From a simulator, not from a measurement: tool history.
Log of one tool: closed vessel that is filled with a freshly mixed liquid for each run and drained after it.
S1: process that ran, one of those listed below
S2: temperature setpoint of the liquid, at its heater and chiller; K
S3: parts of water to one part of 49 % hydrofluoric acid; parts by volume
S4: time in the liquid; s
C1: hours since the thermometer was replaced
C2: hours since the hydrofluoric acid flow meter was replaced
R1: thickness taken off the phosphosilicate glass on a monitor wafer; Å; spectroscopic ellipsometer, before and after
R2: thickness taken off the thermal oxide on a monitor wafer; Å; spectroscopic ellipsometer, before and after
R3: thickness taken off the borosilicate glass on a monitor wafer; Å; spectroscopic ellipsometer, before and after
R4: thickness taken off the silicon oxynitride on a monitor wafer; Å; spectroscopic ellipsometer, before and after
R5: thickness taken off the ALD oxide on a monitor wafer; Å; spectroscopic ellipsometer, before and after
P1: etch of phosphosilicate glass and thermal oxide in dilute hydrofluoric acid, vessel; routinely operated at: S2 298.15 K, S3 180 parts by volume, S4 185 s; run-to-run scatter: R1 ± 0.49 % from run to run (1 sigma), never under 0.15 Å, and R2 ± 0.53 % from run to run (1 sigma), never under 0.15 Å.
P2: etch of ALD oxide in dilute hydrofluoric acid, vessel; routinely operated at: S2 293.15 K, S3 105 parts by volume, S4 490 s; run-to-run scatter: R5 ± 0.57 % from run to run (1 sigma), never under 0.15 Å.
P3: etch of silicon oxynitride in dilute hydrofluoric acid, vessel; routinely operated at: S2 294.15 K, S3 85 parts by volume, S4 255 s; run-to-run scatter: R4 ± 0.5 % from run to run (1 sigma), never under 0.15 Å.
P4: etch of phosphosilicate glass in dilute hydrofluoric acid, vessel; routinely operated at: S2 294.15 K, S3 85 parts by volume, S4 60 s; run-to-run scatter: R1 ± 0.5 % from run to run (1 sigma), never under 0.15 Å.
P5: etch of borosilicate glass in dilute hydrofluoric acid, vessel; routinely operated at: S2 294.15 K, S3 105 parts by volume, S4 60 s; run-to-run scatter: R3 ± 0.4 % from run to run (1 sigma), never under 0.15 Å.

run 1 hour=6.9 | S1=P1 S2=298.15 S3=180 S4=185 | C1=1158.9 C2=272.5 | R1=567.48 R2=44.319
run 2 hour=18.5 | S1=P1 S2=298.15 S3=270 S4=185 | C1=1170.5 C2=284.1 | R1=343.19 R2=26.738
run 3 hour=31.2 | S1=P5 S2=294.15 S3=105 S4=60 | C1=1183.2 C2=296.8 | R3=142.98
run 4 hour=38.6 | S1=P1 S2=298.15 S3=180 S4=185 | C1=1190.6 C2=304.2 | R1=565.65 R2=44.099
run 5 hour=48.5 | S1=P3 S2=294.15 S3=25 S4=255 | C1=1200.5 C2=314.1 | R4=200.77
run 6 hour=56.5 | S1=P2 S2=293.15 S3=105 S4=490 | C1=1208.5 C2=322.1 | R5=510.74
run 7 hour=65.9 | S1=P4 S2=294.15 S3=30 S4=60 | C1=1217.9 C2=331.5 | R1=3195.5
run 8 hour=73.9 | S1=P1 S2=304.65 S3=180 S4=185 | C1=1225.9 C2=339.5 | R1=716.97 R2=56.025
run 9 hour=85.6 | S1=P5 S2=294.15 S3=105 S4=60 | C1=1237.6 C2=351.2 | R3=143.51
run 10 hour=93.5 | S1=P1 S2=298.15 S3=270 S4=275 | C1=1245.5 C2=359.1 | R1=511.77 R2=40.198
run 11 hour=102.6 | S1=P1 S2=294.15 S3=180 S4=185 | C1=1254.6 C2=368.2 | R1=490.15 R2=37.89
run 12 hour=110.4 | S1=P1 S2=298.15 S3=270 S4=345 | C1=1262.4 C2=376 | R1=642.65 R2=50.23
run 13 hour=118.1 | S1=P3 S2=294.15 S3=85 S4=255 | C1=1270.1 C2=383.7 | R4=57.17
run 14 hour=126.5 | S1=P5 S2=301.65 S3=105 S4=60 | C1=1278.5 C2=392.1 | R3=191.61
run 15 hour=135.1 | S1=P2 S2=293.15 S3=105 S4=490 | C1=1287.1 C2=400.7 | R5=520.45
run 16 hour=147.4 | S1=P2 S2=293.15 S3=105 S4=200 | C1=1299.4 C2=413 | R5=211.7
run 17 hour=155.4 | S1=P1 S2=298.15 S3=180 S4=185 | C1=1307.4 C2=421 | R1=571.41 R2=43.87
run 18 hour=163.3 | S1=P5 S2=294.15 S3=40 S4=60 | C1=1315.3 C2=428.9 | R3=407.02
run 19 hour=173.6 | S1=P3 S2=294.15 S3=85 S4=70 | C1=1325.6 C2=439.2 | R4=15.476
run 20 hour=181.7 | S1=P2 S2=293.15 S3=170 S4=490 | C1=1333.7 C2=447.3 | R5=296.88
run 21 hour=191.4 | S1=P5 S2=294.15 S3=105 S4=115 | C1=1343.4 C2=457 | R3=272.87
run 22 hour=202.5 | S1=P4 S2=302.15 S3=85 S4=60 | C1=1354.5 C2=468.1 | R1=1458.3
run 23 hour=209.6 | S1=P4 S2=294.15 S3=85 S4=30 | C1=1361.6 C2=475.2 | R1=526.19
run 24 hour=221.2 | S1=P1 S2=298.15 S3=180 S4=350 | C1=1373.2 C2=486.8 | R1=1075.5 R2=84.108
run 25 hour=227.5 | S1=P1 S2=298.15 S3=70 S4=185 | C1=1379.5 C2=493.1 | R1=1677.7 R2=130.47
run 26 hour=237.5 | S1=P4 S2=294.15 S3=85 S4=60 | C1=1389.5 C2=503.1 | R1=1055.5
run 27 hour=250.7 | S1=P2 S2=300.15 S3=105 S4=490 | C1=1402.7 C2=516.3 | R5=684.11
run 28 hour=257.6 | S1=P3 S2=294.15 S3=85 S4=255 | C1=1409.6 C2=523.2 | R4=56.677
run 29 hour=271.1 | S1=P1 S2=298.15 S3=180 S4=185 | C1=1423.1 C2=536.7 | R1=569.36 R2=44.013
run 30 hour=280.5 | S1=P3 S2=299.65 S3=85 S4=255 | C1=1432.5 C2=546.1 | R4=73.78
run 31 hour=287 | S1=P1 S2=298.15 S3=180 S4=185 | C1=1439 C2=552.6 | R1=572.42 R2=44.122
run 32 hour=300.4 | S1=P1 S2=298.15 S3=180 S4=70 | C1=1452.4 C2=566 | R1=213.31 R2=16.819
run 33 hour=307.9 | S1=P1 S2=298.15 S3=180 S4=185 | C1=1459.9 C2=573.5 | R1=564.34 R2=44.431
run 34 hour=317.8 | S1=P1 S2=298.15 S3=180 S4=185 | C1=1469.8 C2=583.4 | R1=581.55 R2=45.019
run 35 hour=327.1 | S1=P1 S2=298.15 S3=180 S4=185 | C1=1479.1 C2=592.7 | R1=586.26 R2=45.722
run 36 hour=336.9 | S1=P1 S2=298.15 S3=180 S4=185 | C1=1488.9 C2=602.5 | R1=594.53 R2=46.164
run 37 hour=345.5 | S1=P1 S2=298.15 S3=180 S4=185 | C1=1497.5 C2=611.1 | R1=601.24 R2=46.286
run 38 hour=352.6 | S1=P1 S2=298.15 S3=180 S4=185 | C1=1504.6 C2=618.2 | R1=602.68 R2=46.446
run 39 hour=360.4 | S1=P1 S2=298.15 S3=180 S4=185 | C1=1512.4 C2=626 | R1=602.38 R2=46.875
run 40 hour=371 | S1=P1 S2=298.15 S3=180 S4=185 | C1=1523 C2=636.6 | R1=604.73 R2=47.469
run 41 hour=381.5 | S1=P1 S2=298.15 S3=180 S4=185 | C1=1533.5 C2=647.1 | R1=609.2 R2=47.243
run 42 hour=387.9 | S1=P1 S2=298.15 S3=180 S4=185 | C1=1539.9 C2=653.5 | R1=603.63 R2=46.872
run 43 hour=395.6 | S1=P1 S2=298.15 S3=180 S4=185 | C1=1547.6 C2=661.2 | R1=604.15 R2=46.612
run 44 hour=406.9 | S1=P1 S2=298.15 S3=180 S4=185 | C1=1558.9 C2=672.5 | R1=606.19 R2=47.458

Something has made what P1 gives creep away from where it was; the 2 causes below, each at its own stated size, fit the log equally well:
A: liquid hotter than its thermometer reads (K) = 1.7
B: hydrofluoric acid flow above the setpoint (%) = 5.33
Creep in the process output first set in at about hour 307.9.

Below are 4 check runs, each averaged over 2 wafers, with their results shown as question marks. Which of them would give clearly different results depending on which cause is behind the drift?
run check 1 hour=418.2 | S1=P3 S2=294.15 S3=50 S4=255 | R4=?
run check 2 hour=418.2 | S1=P5 S2=301.15 S3=105 S4=115 | R3=?
run check 3 hour=418.2 | S1=P2 S2=299.65 S3=150 S4=490 | R5=?
run check 4 hour=418.2 | S1=P4 S2=301.65 S3=85 S4=30 | R1=?

Check results expected under each cause:
check=check_1 result=R4 if_A=107.29 if_B=104.06
check=check_2 result=R3 if_A=385.57 if_B=383.6
check=check_3 result=R5 if_A=469.57 if_B=468.8
check=check_4 result=R1 if_A=762.34 if_B=757.01
Minimum pairwise separation of causes per check, each pair taken at its best-separating result: check 1 3.06 %; check 2 0.51 %; check 3 0.16 %; check 4 0.7 %
Only in check 1 would the causes give clearly different results; in the remaining checks their results would be nearly the same.

Running check 1 produced the following: R4 107.65 Å. Which one of the listed causes fits?

It was cause A: liquid hotter than its thermometer reads (K).
